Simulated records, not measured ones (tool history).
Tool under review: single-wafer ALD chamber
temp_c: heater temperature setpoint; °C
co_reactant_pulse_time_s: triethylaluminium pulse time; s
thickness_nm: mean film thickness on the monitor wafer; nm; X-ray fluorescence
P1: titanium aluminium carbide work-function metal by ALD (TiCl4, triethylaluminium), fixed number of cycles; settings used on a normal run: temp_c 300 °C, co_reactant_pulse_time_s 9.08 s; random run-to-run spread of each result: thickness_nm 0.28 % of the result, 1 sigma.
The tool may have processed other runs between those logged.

| run | hour | temp_c | co_reactant_pulse_time_s | hours since the last thermocouple change | hours since the last triethylaluminium bottle change | thickness_nm |
|---|---|---|---|---|---|---|
| 1 | 10.1 | 300 | 9.08 | 497.4 | 1083.1 | 1.933 |
| 2 | 23 | 278 | 9.08 | 510.3 | 1096 | 1.7408 |
| 3 | 36.8 | 300 | 9.08 | 524.1 | 1109.8 | 1.9377 |
| 4 | 49 | 300 | 13.73 | 536.3 | 1122 | 2.0017 |
| 5 | 61.7 | 317 | 9.08 | 549 | 1134.7 | 2.0693 |
| 6 | 74.3 | 300 | 9.08 | 561.6 | 1147.3 | 1.9258 |
| 7 | 85.7 | 300 | 9.08 | 573 | 1158.7 | 1.9358 |
| 8 | 97 | 300 | 3.58 | 584.3 | 1170 | 1.4417 |
| 9 | 106.1 | 278 | 13.34 | 593.4 | 1179.1 | 1.8092 |
| 10 | 113.6 | 300 | 9.08 | 600.9 | 1186.6 | 1.9338 |
| 11 | 125.9 | 300 | 9.08 | 613.2 | 1198.9 | 1.9191 |
| 12 | 134.5 | 300 | 9.08 | 621.8 | 1207.5 | 1.9219 |
| 13 | 143.5 | 300 | 9.08 | 630.8 | 1216.5 | 1.9227 |
| 14 | 150.5 | 300 | 9.08 | 637.8 | 1223.5 | 1.911 |
| 15 | 159.2 | 300 | 9.08 | 646.5 | 1232.2 | 1.9035 |
| 16 | 167.1 | 300 | 9.08 | 654.4 | 1240.1 | 1.915 |
| 17 | 177.4 | 300 | 9.08 | 664.7 | 1250.4 | 1.9078 |
| 18 | 185.7 | 300 | 9.08 | 673 | 1258.7 | 1.9119 |
| 19 | 197.8 | 300 | 9.08 | 685.1 | 1270.8 | 1.8961 |
| 20 | 209 | 300 | 9.08 | 696.3 | 1282 | 1.8977 |

What does the tool deliver on the next run?
| 21 | 222.6 | 300 | 9.08 | 709.9 | 1295.6 | ? |

thickness_nm: 1.9021 nm

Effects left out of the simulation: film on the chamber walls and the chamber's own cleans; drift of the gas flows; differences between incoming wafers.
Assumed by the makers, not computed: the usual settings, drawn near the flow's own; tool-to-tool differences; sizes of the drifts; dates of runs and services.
